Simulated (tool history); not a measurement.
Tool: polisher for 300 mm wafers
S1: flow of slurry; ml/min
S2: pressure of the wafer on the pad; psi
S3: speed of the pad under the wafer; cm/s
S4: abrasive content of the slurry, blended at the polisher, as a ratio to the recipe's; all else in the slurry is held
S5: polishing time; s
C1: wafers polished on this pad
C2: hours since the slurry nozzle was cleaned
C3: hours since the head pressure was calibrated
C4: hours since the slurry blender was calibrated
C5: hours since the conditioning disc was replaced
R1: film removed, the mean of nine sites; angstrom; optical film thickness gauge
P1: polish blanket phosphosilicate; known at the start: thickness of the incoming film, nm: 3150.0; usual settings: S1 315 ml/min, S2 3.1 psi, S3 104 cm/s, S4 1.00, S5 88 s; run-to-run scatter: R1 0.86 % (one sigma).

run,hour,S1,S2,S3,S4,S5,C1,C2,C3,C4,C5,R1
1,7.8,315,3.1,104,1.00,88,560,313.9,464.1,190.8,69.7,6121.9
2,13.8,315,3.1,104,1.00,88,608,319.9,470.1,196.8,75.7,6210.7
3,25.1,315,3.1,104,1.00,41,698,331.2,481.4,208.1,87.0,2855.1
4,36.5,315,3.1,104,1.30,88,789,342.6,492.8,219.5,98.4,6905.4
5,45.0,315,3.1,162,1.00,88,857,351.1,501.3,228.0,106.9,8738.4
6,55.0,200,3.1,104,1.00,88,937,361.1,511.3,238.0,116.9,5853.2
7,65.7,315,3.1,104,1.00,88,1022,371.8,522.0,248.7,127.6,6221.0
8,75.7,315,3.1,64,1.00,88,1102,381.8,532.0,258.7,137.6,4155.7
9,83.3,315,3.1,104,1.00,88,1163,389.4,539.6,266.3,145.2,6193.3
10,89.0,315,2.0,104,1.00,88,1208,395.1,545.3,272.0,150.9,3971.5
# hour 90.4: worn pad replaced by a new one
11,99.6,315,4.9,104,1.00,88,73,405.7,555.9,282.6,161.5,9625.0
12,107.9,190,3.1,104,1.00,57,139,414.0,564.2,290.9,169.8,3725.4
13,119.2,315,3.1,104,1.00,88,229,425.3,575.5,302.2,181.1,6023.4
14,124.4,475,3.1,104,1.00,88,271,430.5,580.7,307.4,186.3,6390.7
15,131.5,315,3.1,104,0.65,88,327,437.6,587.8,314.5,193.4,4939.8
# hour 134.9: slurry nozzle cleaned
16,142.0,315,3.1,104,1.00,127,411,7.2,598.3,325.0,203.9,8838.9
17,150.0,315,3.1,104,1.00,88,475,15.2,606.3,333.0,211.9,6192.0
18,161.0,315,3.1,104,1.00,88,563,26.2,617.3,344.0,222.9,5862.6
19,168.1,315,3.1,104,1.00,88,619,33.3,624.4,351.1,230.0,5746.8
20,178.7,315,3.1,104,1.00,88,704,43.9,635.0,361.7,240.6,5688.5
# hour 181.7: worn pad replaced by a new one
21,189.6,315,3.1,104,1.00,88,63,54.8,645.9,372.6,251.5,5501.9
# hour 196.3: conditioning disc replaced and pad reconditioned
22,198.2,315,3.1,104,1.00,88,132,63.4,654.5,381.2,1.9,5444.3
23,205.4,315,3.1,104,1.00,88,189,70.6,661.7,388.4,9.1,5460.3
24,217.1,315,3.1,104,1.00,88,283,82.3,673.4,400.1,20.8,5420.9
25,222.4,315,3.1,104,1.00,88,325,87.6,678.7,405.4,26.1,5505.8

Forecast run 26:
26,230.9,315,3.1,104,1.00,88,393,96.1,687.2,413.9,34.6,?

{"run 26": {"R1": 5514.3}}

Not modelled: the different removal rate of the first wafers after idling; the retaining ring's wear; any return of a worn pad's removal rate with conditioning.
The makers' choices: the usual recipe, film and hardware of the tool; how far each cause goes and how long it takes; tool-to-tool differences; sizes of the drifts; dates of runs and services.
